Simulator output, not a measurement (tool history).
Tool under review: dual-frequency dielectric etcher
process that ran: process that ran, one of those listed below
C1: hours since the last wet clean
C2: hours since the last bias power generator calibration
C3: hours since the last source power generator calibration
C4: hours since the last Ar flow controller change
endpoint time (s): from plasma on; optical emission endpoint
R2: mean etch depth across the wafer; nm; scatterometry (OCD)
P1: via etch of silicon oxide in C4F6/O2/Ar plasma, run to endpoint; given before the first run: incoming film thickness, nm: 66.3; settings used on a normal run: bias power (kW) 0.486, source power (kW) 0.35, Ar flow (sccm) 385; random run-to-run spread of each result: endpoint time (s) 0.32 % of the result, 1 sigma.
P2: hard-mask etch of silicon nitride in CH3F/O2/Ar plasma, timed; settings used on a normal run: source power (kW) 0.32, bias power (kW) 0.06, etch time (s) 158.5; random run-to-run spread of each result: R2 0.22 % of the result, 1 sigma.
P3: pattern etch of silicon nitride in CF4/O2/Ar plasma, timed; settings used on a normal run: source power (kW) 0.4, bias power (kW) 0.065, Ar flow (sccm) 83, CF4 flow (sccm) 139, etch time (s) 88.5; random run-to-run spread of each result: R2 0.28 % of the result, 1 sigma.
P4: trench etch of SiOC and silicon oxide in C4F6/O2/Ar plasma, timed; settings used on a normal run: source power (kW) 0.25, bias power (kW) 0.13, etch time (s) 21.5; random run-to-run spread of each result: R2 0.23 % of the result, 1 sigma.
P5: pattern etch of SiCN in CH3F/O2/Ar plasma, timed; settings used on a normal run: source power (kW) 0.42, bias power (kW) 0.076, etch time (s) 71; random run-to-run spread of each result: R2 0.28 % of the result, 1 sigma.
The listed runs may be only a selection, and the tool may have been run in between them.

{"run": 1, "hour": 8.3, "process that ran": "P1", "bias power (kW)": 0.486, "source power (kW)": 0.35, "Ar flow (sccm)": 385, "C1": 269, "C2": 870.8, "C3": 249.9, "C4": 352.5, "endpoint time (s)": 16.136}
{"run": 2, "hour": 16.6, "process that ran": "P1", "bias power (kW)": 0.486, "source power (kW)": 0.35, "Ar flow (sccm)": 282, "C1": 277.3, "C2": 879.1, "C3": 258.2, "C4": 360.8, "endpoint time (s)": 15.635}
{"run": 3, "hour": 21.1, "process that ran": "P5", "bias power (kW)": 0.076, "source power (kW)": 0.42, "etch time (s)": 39.5, "C1": 281.8, "C2": 883.6, "C3": 262.7, "C4": 365.3, "R2": 15.121}
{"run": 4, "hour": 28.4, "process that ran": "P1", "bias power (kW)": 0.486, "source power (kW)": 0.35, "Ar flow (sccm)": 385, "C1": 289.1, "C2": 890.9, "C3": 270, "C4": 372.6, "endpoint time (s)": 16.122}
{"run": 5, "hour": 36.8, "process that ran": "P3", "bias power (kW)": 0.045, "source power (kW)": 0.4, "Ar flow (sccm)": 83, "etch time (s)": 88.5, "CF4 flow (sccm)": 139, "C1": 297.5, "C2": 899.3, "C3": 278.4, "C4": 381, "R2": 144.21}
{"run": 6, "hour": 45.4, "process that ran": "P1", "bias power (kW)": 0.634, "source power (kW)": 0.35, "Ar flow (sccm)": 385, "C1": 306.1, "C2": 907.9, "C3": 287, "C4": 389.6, "endpoint time (s)": 14.544}
{"run": 7, "hour": 53.3, "process that ran": "P2", "bias power (kW)": 0.038, "source power (kW)": 0.32, "etch time (s)": 158.5, "C1": 314, "C2": 915.8, "C3": 294.9, "C4": 397.5, "R2": 81.25}
{"run": 8, "hour": 61.4, "process that ran": "P1", "bias power (kW)": 0.486, "source power (kW)": 0.28, "Ar flow (sccm)": 385, "C1": 322.1, "C2": 923.9, "C3": 303, "C4": 405.6, "endpoint time (s)": 17.507}
{"run": 9, "hour": 66.3, "process that ran": "P3", "bias power (kW)": 0.065, "source power (kW)": 0.4, "Ar flow (sccm)": 83, "etch time (s)": 88.5, "CF4 flow (sccm)": 139, "C1": 327, "C2": 928.8, "C3": 307.9, "C4": 410.5, "R2": 165.71}
{"run": 10, "hour": 73.0, "process that ran": "P2", "bias power (kW)": 0.06, "source power (kW)": 0.32, "etch time (s)": 158.5, "C1": 333.7, "C2": 935.5, "C3": 314.6, "C4": 417.2, "R2": 93.304}
{"run": 11, "hour": 77.7, "process that ran": "P5", "bias power (kW)": 0.058, "source power (kW)": 0.42, "etch time (s)": 71, "C1": 338.4, "C2": 940.2, "C3": 319.3, "C4": 421.9, "R2": 24.786}
{"run": 12, "hour": 84.2, "process that ran": "P3", "bias power (kW)": 0.065, "source power (kW)": 0.4, "Ar flow (sccm)": 83, "etch time (s)": 88.5, "CF4 flow (sccm)": 139, "C1": 344.9, "C2": 946.7, "C3": 325.8, "C4": 428.4, "R2": 165.35}
{"run": 13, "hour": 93.4, "process that ran": "P5", "bias power (kW)": 0.076, "source power (kW)": 0.51, "etch time (s)": 71, "C1": 354.1, "C2": 955.9, "C3": 335, "C4": 437.6, "R2": 29.136}
{"run": 14, "hour": 101.0, "process that ran": "P3", "bias power (kW)": 0.065, "source power (kW)": 0.54, "Ar flow (sccm)": 83, "etch time (s)": 88.5, "CF4 flow (sccm)": 139, "C1": 361.7, "C2": 963.5, "C3": 342.6, "C4": 445.2, "R2": 215.24}
{"run": 15, "hour": 109.7, "process that ran": "P1", "bias power (kW)": 0.486, "source power (kW)": 0.48, "Ar flow (sccm)": 474, "C1": 370.4, "C2": 972.2, "C3": 351.3, "C4": 453.9, "endpoint time (s)": 14.54}
{"run": 16, "hour": 118.0, "process that ran": "P3", "bias power (kW)": 0.065, "source power (kW)": 0.4, "Ar flow (sccm)": 83, "etch time (s)": 48.5, "CF4 flow (sccm)": 139, "C1": 378.7, "C2": 980.5, "C3": 359.6, "C4": 462.2, "R2": 90.266}
{"run": 17, "hour": 123.5, "process that ran": "P1", "bias power (kW)": 0.486, "source power (kW)": 0.35, "Ar flow (sccm)": 481, "C1": 384.2, "C2": 986, "C3": 365.1, "C4": 467.7, "endpoint time (s)": 16.423}
{"run": 18, "hour": 130.7, "process that ran": "P1", "bias power (kW)": 0.578, "source power (kW)": 0.46, "Ar flow (sccm)": 385, "C1": 391.4, "C2": 993.2, "C3": 372.3, "C4": 474.9, "endpoint time (s)": 13.595}
{"run": 19, "hour": 137.8, "process that ran": "P5", "bias power (kW)": 0.076, "source power (kW)": 0.42, "etch time (s)": 71, "C1": 398.5, "C2": 1000.3, "C3": 379.4, "C4": 482, "R2": 27.099}
{"run": 20, "hour": 147.2, "process that ran": "P4", "bias power (kW)": 0.13, "source power (kW)": 0.25, "etch time (s)": 21.5, "C1": 407.9, "C2": 1009.7, "C3": 388.8, "C4": 491.4, "R2": 31.535}
{"run": 21, "hour": 153.3, "process that ran": "P3", "bias power (kW)": 0.065, "source power (kW)": 0.4, "Ar flow (sccm)": 56, "etch time (s)": 88.5, "CF4 flow (sccm)": 139, "C1": 414, "C2": 1015.8, "C3": 394.9, "C4": 497.5, "R2": 169.63}
{"run": 22, "hour": 161.9, "process that ran": "P2", "bias power (kW)": 0.06, "source power (kW)": 0.41, "etch time (s)": 158.5, "C1": 422.6, "C2": 1024.4, "C3": 403.5, "C4": 506.1, "R2": 102.84}

Run 23 is up next; what results do you expect?
{"run": 23, "hour": 168.5, "process that ran": "P1", "bias power (kW)": 0.363, "source power (kW)": 0.35, "Ar flow (sccm)": 385, "C1": 429.2, "C2": 1031, "C3": 410.1, "C4": 512.7, "endpoint time (s)": "?"}

endpoint time (s): 17.99

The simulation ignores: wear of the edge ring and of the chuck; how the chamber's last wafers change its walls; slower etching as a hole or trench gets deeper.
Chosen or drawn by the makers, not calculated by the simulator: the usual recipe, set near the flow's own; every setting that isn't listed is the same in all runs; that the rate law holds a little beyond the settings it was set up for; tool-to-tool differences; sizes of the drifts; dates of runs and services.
